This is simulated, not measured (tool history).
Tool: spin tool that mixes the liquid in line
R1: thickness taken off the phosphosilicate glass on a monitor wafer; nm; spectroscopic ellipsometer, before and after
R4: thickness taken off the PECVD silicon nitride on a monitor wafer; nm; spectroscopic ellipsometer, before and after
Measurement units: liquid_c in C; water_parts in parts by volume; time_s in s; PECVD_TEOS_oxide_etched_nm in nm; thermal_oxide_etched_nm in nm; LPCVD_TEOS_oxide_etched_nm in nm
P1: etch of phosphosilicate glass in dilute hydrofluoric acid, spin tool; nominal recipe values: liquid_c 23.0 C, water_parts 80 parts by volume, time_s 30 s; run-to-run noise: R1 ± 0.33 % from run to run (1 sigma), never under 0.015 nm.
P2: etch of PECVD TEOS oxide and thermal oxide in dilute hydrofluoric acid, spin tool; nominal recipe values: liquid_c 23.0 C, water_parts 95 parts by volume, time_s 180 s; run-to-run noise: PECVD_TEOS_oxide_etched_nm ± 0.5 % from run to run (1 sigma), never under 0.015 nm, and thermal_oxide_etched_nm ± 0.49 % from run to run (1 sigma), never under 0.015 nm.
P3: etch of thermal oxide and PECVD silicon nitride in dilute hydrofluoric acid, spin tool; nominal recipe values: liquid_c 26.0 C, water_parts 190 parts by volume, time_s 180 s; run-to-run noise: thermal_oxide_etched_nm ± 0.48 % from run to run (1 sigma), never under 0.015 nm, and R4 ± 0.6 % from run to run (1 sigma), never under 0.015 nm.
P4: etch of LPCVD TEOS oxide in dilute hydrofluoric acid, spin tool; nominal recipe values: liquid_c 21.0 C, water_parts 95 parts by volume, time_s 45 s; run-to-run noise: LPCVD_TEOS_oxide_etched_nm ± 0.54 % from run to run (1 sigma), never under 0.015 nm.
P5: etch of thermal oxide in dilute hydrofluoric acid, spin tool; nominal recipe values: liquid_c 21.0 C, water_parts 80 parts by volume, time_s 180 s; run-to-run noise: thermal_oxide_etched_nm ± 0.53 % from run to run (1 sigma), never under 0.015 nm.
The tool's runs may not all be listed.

{"run": 1, "hour": 9.3, "process": "P1", "liquid_c": 23.0, "water_parts": 80, "time_s": 30, "R1": 35.587}
{"run": 2, "hour": 22.4, "process": "P2", "liquid_c": 23.0, "water_parts": 95, "time_s": 180, "PECVD_TEOS_oxide_etched_nm": 16.615, "thermal_oxide_etched_nm": 8.4063}
{"run": 3, "hour": 35.4, "process": "P2", "liquid_c": 23.0, "water_parts": 50, "time_s": 180, "PECVD_TEOS_oxide_etched_nm": 32.841, "thermal_oxide_etched_nm": 16.878}
{"run": 4, "hour": 50.6, "process": "P3", "liquid_c": 26.0, "water_parts": 45, "time_s": 180, "thermal_oxide_etched_nm": 22.503, "R4": 18.398}
{"run": 5, "hour": 65.5, "process": "P3", "liquid_c": 34.0, "water_parts": 190, "time_s": 180, "thermal_oxide_etched_nm": 5.9397, "R4": 7.0249}
{"run": 6, "hour": 79.0, "process": "P1", "liquid_c": 23.0, "water_parts": 80, "time_s": 30, "R1": 35.599}
{"run": 7, "hour": 86.3, "process": "P2", "liquid_c": 23.0, "water_parts": 95, "time_s": 30, "PECVD_TEOS_oxide_etched_nm": 2.7391, "thermal_oxide_etched_nm": 1.3981}
{"run": 8, "hour": 98.9, "process": "P5", "liquid_c": 21.0, "water_parts": 80, "time_s": 180, "thermal_oxide_etched_nm": 10.661}
{"run": 9, "hour": 111.5, "process": "P4", "liquid_c": 21.0, "water_parts": 155, "time_s": 45, "LPCVD_TEOS_oxide_etched_nm": 13.96}
{"run": 10, "hour": 124.2, "process": "P1", "liquid_c": 23.0, "water_parts": 80, "time_s": 45, "R1": 53.343}
{"run": 11, "hour": 133.3, "process": "P1", "liquid_c": 30.5, "water_parts": 80, "time_s": 30, "R1": 47.476}
{"run": 12, "hour": 145.3, "process": "P2", "liquid_c": 23.0, "water_parts": 95, "time_s": 180, "PECVD_TEOS_oxide_etched_nm": 16.485, "thermal_oxide_etched_nm": 8.4769}
{"run": 13, "hour": 160.1, "process": "P5", "liquid_c": 21.0, "water_parts": 80, "time_s": 180, "thermal_oxide_etched_nm": 10.608}
{"run": 14, "hour": 171.9, "process": "P1", "liquid_c": 23.0, "water_parts": 80, "time_s": 30, "R1": 35.46}
{"run": 15, "hour": 184.3, "process": "P1", "liquid_c": 23.0, "water_parts": 80, "time_s": 30, "R1": 35.547}
{"run": 16, "hour": 195.8, "process": "P3", "liquid_c": 26.0, "water_parts": 190, "time_s": 180, "thermal_oxide_etched_nm": 4.4419, "R4": 4.3652}
{"run": 17, "hour": 205.6, "process": "P4", "liquid_c": 17.0, "water_parts": 95, "time_s": 45, "LPCVD_TEOS_oxide_etched_nm": 20.486}
{"run": 18, "hour": 221.6, "process": "P1", "liquid_c": 17.0, "water_parts": 80, "time_s": 30, "R1": 27.736}
{"run": 19, "hour": 233.8, "process": "P5", "liquid_c": 21.0, "water_parts": 80, "time_s": 60, "thermal_oxide_etched_nm": 3.5426}
{"run": 20, "hour": 247.9, "process": "P1", "liquid_c": 27.0, "water_parts": 105, "time_s": 30, "R1": 30.673}
{"run": 21, "hour": 258.7, "process": "P1", "liquid_c": 23.0, "water_parts": 30, "time_s": 30, "R1": 100.72}
{"run": 22, "hour": 270.9, "process": "P3", "liquid_c": 26.0, "water_parts": 190, "time_s": 180, "thermal_oxide_etched_nm": 4.4765, "R4": 4.3622}
{"run": 23, "hour": 285.7, "process": "P5", "liquid_c": 17.0, "water_parts": 80, "time_s": 180, "thermal_oxide_etched_nm": 8.9926}
{"run": 24, "hour": 299.5, "process": "P4", "liquid_c": 21.0, "water_parts": 95, "time_s": 45, "LPCVD_TEOS_oxide_etched_nm": 24.209}
{"run": 25, "hour": 307.2, "process": "P2", "liquid_c": 17.5, "water_parts": 95, "time_s": 180, "PECVD_TEOS_oxide_etched_nm": 13.172, "thermal_oxide_etched_nm": 6.7051}
{"run": 26, "hour": 318.3, "process": "P1", "liquid_c": 23.0, "water_parts": 80, "time_s": 15, "R1": 17.788}
{"run": 27, "hour": 328.9, "process": "P5", "liquid_c": 21.0, "water_parts": 140, "time_s": 180, "thermal_oxide_etched_nm": 5.6775}
{"run": 28, "hour": 340.2, "process": "P4", "liquid_c": 21.0, "water_parts": 95, "time_s": 45, "LPCVD_TEOS_oxide_etched_nm": 24.273}
{"run": 29, "hour": 354.8, "process": "P1", "liquid_c": 23.0, "water_parts": 135, "time_s": 30, "R1": 19.818}
{"run": 30, "hour": 364.3, "process": "P4", "liquid_c": 21.0, "water_parts": 95, "time_s": 15, "LPCVD_TEOS_oxide_etched_nm": 7.9963}
{"run": 31, "hour": 373.7, "process": "P3", "liquid_c": 26.0, "water_parts": 190, "time_s": 15, "thermal_oxide_etched_nm": 0.38972, "R4": 0.3565}
{"run": 32, "hour": 385.8, "process": "P1", "liquid_c": 23.0, "water_parts": 80, "time_s": 30, "R1": 35.656}
{"run": 33, "hour": 401.4, "process": "P1", "liquid_c": 23.0, "water_parts": 80, "time_s": 30, "R1": 35.737}
{"run": 34, "hour": 417.2, "process": "P1", "liquid_c": 23.0, "water_parts": 80, "time_s": 30, "R1": 35.628}
{"run": 35, "hour": 431.8, "process": "P1", "liquid_c": 23.0, "water_parts": 80, "time_s": 30, "R1": 34.557}
{"run": 36, "hour": 443.3, "process": "P1", "liquid_c": 23.0, "water_parts": 80, "time_s": 30, "R1": 34.033}
{"run": 37, "hour": 456.3, "process": "P1", "liquid_c": 23.0, "water_parts": 80, "time_s": 30, "R1": 33.852}
{"run": 38, "hour": 466.7, "process": "P1", "liquid_c": 23.0, "water_parts": 80, "time_s": 30, "R1": 33.696}
{"run": 39, "hour": 474.2, "process": "P1", "liquid_c": 23.0, "water_parts": 80, "time_s": 30, "R1": 33.331}
{"run": 40, "hour": 486.8, "process": "P1", "liquid_c": 23.0, "water_parts": 80, "time_s": 30, "R1": 33.263}
{"run": 41, "hour": 495.4, "process": "P1", "liquid_c": 23.0, "water_parts": 80, "time_s": 30, "R1": 33.177}
{"run": 42, "hour": 507.7, "process": "P1", "liquid_c": 23.0, "water_parts": 80, "time_s": 30, "R1": 33.324}

What does the tool deliver on the next run?
{"run": 43, "hour": 516.5, "process": "P1", "liquid_c": 23.0, "water_parts": 80, "time_s": 30, "R1": "?"}

{"run 43": {"R1": 33.127}}
